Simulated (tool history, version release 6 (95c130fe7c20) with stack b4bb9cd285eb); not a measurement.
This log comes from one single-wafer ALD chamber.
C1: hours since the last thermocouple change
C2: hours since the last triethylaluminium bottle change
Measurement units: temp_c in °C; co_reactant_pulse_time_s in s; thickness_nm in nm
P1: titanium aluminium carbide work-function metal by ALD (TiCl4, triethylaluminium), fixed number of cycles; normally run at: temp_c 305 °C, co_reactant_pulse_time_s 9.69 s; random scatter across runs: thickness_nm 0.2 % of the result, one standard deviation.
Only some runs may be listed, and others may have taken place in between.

{"run": 1, "hour": 11.0, "temp_c": 305, "co_reactant_pulse_time_s": 9.69, "C1": 1182.3, "C2": 172.5, "thickness_nm": 2.0287}
{"run": 2, "hour": 22.7, "temp_c": 305, "co_reactant_pulse_time_s": 9.69, "C1": 1194.0, "C2": 184.2, "thickness_nm": 2.0256}
{"run": 3, "hour": 39.8, "temp_c": 305, "co_reactant_pulse_time_s": 9.69, "C1": 1211.1, "C2": 201.3, "thickness_nm": 2.0242}
{"run": 4, "hour": 55.4, "temp_c": 305, "co_reactant_pulse_time_s": 9.69, "C1": 1226.7, "C2": 216.9, "thickness_nm": 2.0253}
{"run": 5, "hour": 64.1, "temp_c": 285, "co_reactant_pulse_time_s": 13.11, "C1": 1235.4, "C2": 225.6, "thickness_nm": 1.9}
{"run": 6, "hour": 71.7, "temp_c": 305, "co_reactant_pulse_time_s": 9.69, "C1": 1243.0, "C2": 233.2, "thickness_nm": 2.0312}
{"run": 7, "hour": 88.7, "temp_c": 305, "co_reactant_pulse_time_s": 9.69, "C1": 1260.0, "C2": 250.2, "thickness_nm": 2.0239}
{"run": 8, "hour": 99.0, "temp_c": 328, "co_reactant_pulse_time_s": 9.69, "C1": 1270.3, "C2": 260.5, "thickness_nm": 2.2233}
{"run": 9, "hour": 114.9, "temp_c": 305, "co_reactant_pulse_time_s": 13.67, "C1": 1286.2, "C2": 276.4, "thickness_nm": 2.0747}
{"run": 10, "hour": 122.5, "temp_c": 328, "co_reactant_pulse_time_s": 13.55, "C1": 1293.8, "C2": 284.0, "thickness_nm": 2.2885}
{"run": 11, "hour": 136.9, "temp_c": 280, "co_reactant_pulse_time_s": 9.69, "C1": 1308.2, "C2": 298.4, "thickness_nm": 1.8046}
{"hour": 146.8, "done": "triethylaluminium bottle replaced"}
{"run": 12, "hour": 153.4, "temp_c": 327, "co_reactant_pulse_time_s": 13.13, "C1": 1324.7, "C2": 6.7, "thickness_nm": 2.2759}
{"run": 13, "hour": 161.7, "temp_c": 305, "co_reactant_pulse_time_s": 3.31, "C1": 1333.0, "C2": 15.0, "thickness_nm": 1.429}
{"run": 14, "hour": 177.0, "temp_c": 305, "co_reactant_pulse_time_s": 9.69, "C1": 1348.3, "C2": 30.3, "thickness_nm": 2.0238}
{"run": 15, "hour": 186.2, "temp_c": 305, "co_reactant_pulse_time_s": 9.69, "C1": 1357.5, "C2": 39.5, "thickness_nm": 2.0319}
{"run": 16, "hour": 194.1, "temp_c": 305, "co_reactant_pulse_time_s": 9.69, "C1": 1365.4, "C2": 47.4, "thickness_nm": 2.019}
{"run": 17, "hour": 204.2, "temp_c": 305, "co_reactant_pulse_time_s": 9.69, "C1": 1375.5, "C2": 57.5, "thickness_nm": 2.0085}
{"run": 18, "hour": 217.4, "temp_c": 305, "co_reactant_pulse_time_s": 9.69, "C1": 1388.7, "C2": 70.7, "thickness_nm": 2.0026}
{"run": 19, "hour": 227.2, "temp_c": 305, "co_reactant_pulse_time_s": 9.69, "C1": 1398.5, "C2": 80.5, "thickness_nm": 1.9975}
{"run": 20, "hour": 235.5, "temp_c": 305, "co_reactant_pulse_time_s": 9.69, "C1": 1406.8, "C2": 88.8, "thickness_nm": 2.0006}
{"run": 21, "hour": 247.7, "temp_c": 305, "co_reactant_pulse_time_s": 9.69, "C1": 1419.0, "C2": 101.0, "thickness_nm": 2.0017}
{"run": 22, "hour": 255.2, "temp_c": 305, "co_reactant_pulse_time_s": 9.69, "C1": 1426.5, "C2": 108.5, "thickness_nm": 1.9934}
{"run": 23, "hour": 269.3, "temp_c": 305, "co_reactant_pulse_time_s": 9.69, "C1": 1440.6, "C2": 122.6, "thickness_nm": 1.9973}
{"run": 24, "hour": 285.3, "temp_c": 305, "co_reactant_pulse_time_s": 9.69, "C1": 1456.6, "C2": 138.6, "thickness_nm": 1.9964}

P1 no longer gives what it gave before; its output has crept away from where it was. The following 2 causes, each at its listed size, fit the log equally well:
A: triethylaluminium dose below that of a fresh bottle (%) = 10.1
B: wafer temperature below the value expected at the setpoint (K) = 3.47
The gradual shift began around hour 186.2.

Which of the 4 check runs listed below separates the causes, so that each cause would produce a clearly different result? Each run uses one wafer, and its results are marked with question marks.
{"run": "check 1", "hour": 301.3, "temp_c": 296, "co_reactant_pulse_time_s": 9.69, "thickness_nm": "?"}
{"run": "check 2", "hour": 301.3, "temp_c": 287, "co_reactant_pulse_time_s": 3.99, "thickness_nm": "?"}
{"run": "check 3", "hour": 301.3, "temp_c": 318, "co_reactant_pulse_time_s": 9.69, "thickness_nm": "?"}
{"run": "check 4", "hour": 301.3, "temp_c": 286, "co_reactant_pulse_time_s": 9.69, "thickness_nm": "?"}

Expected result of each check under each candidate cause:
check=check_1 result=thickness_nm if_A=1.9186 if_B=1.9176
check=check_2 result=thickness_nm if_A=1.3762 if_B=1.4263
check=check_3 result=thickness_nm if_A=2.1063 if_B=2.1075
check=check_4 result=thickness_nm if_A=1.8345 if_B=1.8325
How far apart the two closest causes lie, in the result that separates them most: check 1 0.05 %; check 2 3.58 %; check 3 0.06 %; check 4 0.11 %
Check 2 tells the causes apart: in the others they would give nearly the same result.

With check 2 done, the readings were: thickness_nm 1.3708 nm. Identify which of the listed causes applies.

The cause is A: triethylaluminium dose below that of a fresh bottle (%).
